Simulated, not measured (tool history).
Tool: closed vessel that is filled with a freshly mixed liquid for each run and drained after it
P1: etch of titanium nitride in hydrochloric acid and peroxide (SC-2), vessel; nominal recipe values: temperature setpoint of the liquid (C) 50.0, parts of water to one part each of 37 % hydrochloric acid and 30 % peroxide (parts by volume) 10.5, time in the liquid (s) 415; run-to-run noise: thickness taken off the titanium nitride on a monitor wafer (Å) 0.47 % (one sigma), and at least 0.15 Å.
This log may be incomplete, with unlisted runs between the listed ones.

| run | hour | temperature setpoint of the liquid (C) | parts of water to one part each of 37 % hydrochloric acid and 30 % peroxide (parts by volume) | time in the liquid (s) | hours since the thermometer was replaced | hours since the chemicals flow meter was replaced | hours since the drum of peroxide was connected | thickness taken off the titanium nitride on a monitor wafer (Å) |
|---|---|---|---|---|---|---|---|---|
| 1 | 15.4 | 50.0 | 10.5 | 415 | 550.6 | 1293.4 | 298.5 | 58.1150 |
| 2 | 24.3 | 40.5 | 10.5 | 595 | 559.5 | 1302.3 | 307.4 | 43.9740 |
| 3 | 31.2 | 64.0 | 10.5 | 580 | 566.4 | 1309.2 | 314.3 | 199.1800 |
| 4 | 38.5 | 39.5 | 10.5 | 415 | 573.7 | 1316.5 | 321.6 | 28.3620 |
| 5 | 49.4 | 50.0 | 4.0 | 415 | 584.6 | 1327.4 | 332.5 | 122.0200 |
| 6 | 60.5 | 50.0 | 10.5 | 415 | 595.7 | 1338.5 | 343.6 | 59.1680 |
| 7 | 73.6 | 50.0 | 10.5 | 825 | 608.8 | 1351.6 | 356.7 | 116.5400 |
| 8 | 89.0 | 64.0 | 10.5 | 415 | 624.2 | 1367.0 | 372.1 | 142.7600 |
| 9 | 100.9 | 50.0 | 10.5 | 415 | 636.1 | 1378.9 | 384.0 | 58.4160 |
|  | 106.4 | chemicals flow meter replaced |
| 10 | 110.4 | 37.5 | 7.5 | 415 | 645.6 | 4.1 | 393.5 | 32.4080 |
| 11 | 123.7 | 50.0 | 10.5 | 415 | 658.9 | 17.4 | 406.8 | 58.0870 |
| 12 | 132.3 | 50.0 | 19.0 | 415 | 667.5 | 26.0 | 415.4 | 34.6950 |
| 13 | 145.1 | 50.0 | 10.5 | 50 | 680.3 | 38.8 | 428.2 | 6.9237 |
| 14 | 159.0 | 50.0 | 10.5 | 415 | 694.2 | 52.7 | 442.1 | 58.7590 |
| 15 | 166.1 | 50.0 | 10.5 | 415 | 701.3 | 59.8 | 449.2 | 56.7360 |
| 16 | 179.6 | 50.0 | 10.5 | 415 | 714.8 | 73.3 | 462.7 | 55.6530 |
| 17 | 189.9 | 50.0 | 10.5 | 415 | 725.1 | 83.6 | 473.0 | 55.0330 |
| 18 | 200.0 | 50.0 | 10.5 | 415 | 735.2 | 93.7 | 483.1 | 54.2660 |
|  | 204.9 | new drum of peroxide connected |
| 19 | 214.4 | 50.0 | 10.5 | 415 | 749.6 | 108.1 | 9.5 | 54.2610 |
| 20 | 222.3 | 50.0 | 10.5 | 415 | 757.5 | 116.0 | 17.4 | 53.7040 |
| 21 | 232.6 | 50.0 | 10.5 | 415 | 767.8 | 126.3 | 27.7 | 53.5970 |
| 22 | 239.5 | 50.0 | 10.5 | 415 | 774.7 | 133.2 | 34.6 | 53.0620 |
| 23 | 255.3 | 50.0 | 10.5 | 415 | 790.5 | 149.0 | 50.4 | 52.9100 |
| 24 | 269.7 | 50.0 | 10.5 | 415 | 804.9 | 163.4 | 64.8 | 52.9660 |

What P1 gives has crept away from where it was. These 2 causes fit the log equally well, each at the size given:
A: chemicals flow below the setpoint (%) = 10.5
B: liquid colder than its thermometer reads (K) = 1.42
The process output started creeping at around hour 159.0.
What rules out each remaining cause:
peroxide weaker than its label (%): its service at hour 204.9 followed the start of the drift and did not put the process back to its old value

The list below offers 4 check runs, each averaging the results of 3 wafers, and shows each result as a question mark. For which of them would the listed causes give clearly different results?
| check 1 | 284.1 | 61.0 | 10.5 | 130 |  |  |  | ? |
| check 2 | 284.1 | 50.0 | 10.5 | 800 |  |  |  | ? |
| check 3 | 284.1 | 50.0 | 18.0 | 415 |  |  |  | ? |
| check 4 | 284.1 | 42.5 | 4.5 | 415 |  |  |  | ? |

If the cause were each of the candidates in turn, the checks would give the following:
| check | result | if A | if B |
|---|---|---|---|
| check 1 | thickness taken off the titanium nitride on a monitor wafer (Å) | 33.8410 | 34.0130 |
| check 2 | thickness taken off the titanium nitride on a monitor wafer (Å) | 102.4600 | 102.3400 |
| check 3 | thickness taken off the titanium nitride on a monitor wafer (Å) | 33.0070 | 33.1820 |
| check 4 | thickness taken off the titanium nitride on a monitor wafer (Å) | 62.2390 | 60.9100 |
Gap, in per cent, between the two causes that each check separates least, read from the result that separates them most: check 1 0.51 %; check 2 0.11 %; check 3 0.53 %; check 4 2.16 %
Check 4 distinguishes between the causes, while the remaining checks would return nearly the same result for all of them.

Check 4 was then run and gave: thickness taken off the titanium nitride on a monitor wafer (Å) 60.7920. Which cause is it?

The correct cause is B, namely: liquid colder than its thermometer reads (K).

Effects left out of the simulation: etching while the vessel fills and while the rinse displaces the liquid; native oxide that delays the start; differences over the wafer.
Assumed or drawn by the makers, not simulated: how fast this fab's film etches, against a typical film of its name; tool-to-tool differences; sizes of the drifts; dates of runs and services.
